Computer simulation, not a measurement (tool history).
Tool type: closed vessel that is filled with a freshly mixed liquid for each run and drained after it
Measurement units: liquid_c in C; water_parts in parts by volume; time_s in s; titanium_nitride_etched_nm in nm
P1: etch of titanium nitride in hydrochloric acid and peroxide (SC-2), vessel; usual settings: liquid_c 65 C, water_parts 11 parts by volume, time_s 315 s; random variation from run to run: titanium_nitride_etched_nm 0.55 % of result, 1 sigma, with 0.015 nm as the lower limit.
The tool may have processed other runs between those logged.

run,hour,liquid_c,water_parts,time_s,hours since the thermometer was replaced,hours since the chemicals flow meter was replaced,hours since the drum of peroxide was connected,titanium_nitride_etched_nm
1,9.9,65,11,315,1333.8,1053.1,122.7,24.495
2,17.9,72,11,150,1341.8,1061.1,130.7,17.693
3,28.4,65,11,615,1352.3,1071.6,141.2,47.898
4,39,72,11,590,1362.9,1082.2,151.8,69.72
5,51.8,65,11,315,1375.7,1095,164.6,24.273
6,63.1,65,11,315,1387,1106.3,175.9,24.473
7,69.4,72,11,315,1393.3,1112.6,182.2,37.148
8,80.1,65,19,315,1404,1123.3,192.9,15.15
9,88.8,65,11,315,1412.7,1132,201.6,24.521
10,96.4,65,11,30,1420.3,1139.6,209.2,2.3264
11,104.5,65,11,315,1428.4,1147.7,217.3,24.487
12,114.7,48.5,11,315,1438.6,1157.9,227.5,8.472
13,121.2,65,4,315,1445.1,1164.4,234,52.857
14,132.4,65,11,315,1456.3,1175.6,245.2,24.671
15,143.4,65,11,315,1467.3,1186.6,256.2,24.722
16,151.5,65,11,315,1475.4,1194.7,264.3,25.464
17,158.4,65,11,315,1482.3,1201.6,271.2,25.734
18,164.1,65,11,315,1488,1207.3,276.9,26.053
19,176.7,65,11,315,1500.6,1219.9,289.5,26.102
20,182.8,65,11,315,1506.7,1226,295.6,26.657
21,192.2,65,11,315,1516.1,1235.4,305,26.544
22,204.2,65,11,315,1528.1,1247.4,317,26.771
23,216.1,65,11,315,1540,1259.3,328.9,26.786
24,223.6,65,11,315,1547.5,1266.8,336.4,26.762
25,229.9,65,11,315,1553.8,1273.1,342.7,26.78

The output of P1 has drifted from where it used to be. Each of the 2 causes below, taken at the size shown beside it, accounts for the log equally well:
A: liquid hotter than its thermometer reads (K) = 1.51
B: chemicals flow above the setpoint (%) = 11.5
The process output started creeping at around hour 143.4.
Each remaining cause and why it is not a fit:
peroxide weaker than its label (%): capped at 8; at that size titanium_nitride_etched_nm would change by -7.4 %, too little to explain the creep or opposite to it

Which of the 4 check runs listed below, each an average over 5 wafers with its results shown as question marks, gives clearly different results under the different listed causes?
check 1,236.2,65,4,315,,,,?
check 2,236.2,55.5,18.5,315,,,,?
check 3,236.2,58.5,11,30,,,,?
check 4,236.2,72,11,115,,,,?

What each check would give under each cause:
check,result,if A,if B
check 1,titanium_nitride_etched_nm,58.131,56.968
check 2,titanium_nitride_etched_nm,9.4329,9.4404
check 3,titanium_nitride_etched_nm,1.7129,1.7064
check 4,titanium_nitride_etched_nm,14.817,14.869
Gap, in per cent, between the two causes that each check separates least, read from the result that separates them most: check 1 2.02 %; check 2 0.08 %; check 3 0.38 %; check 4 0.35 %
Check 1 tells the causes apart: in the others they would give nearly the same result.

Then check 1 was run and gave: titanium_nitride_etched_nm 56.963 nm. Which cause is it?

The cause is B: chemicals flow above the setpoint (%).
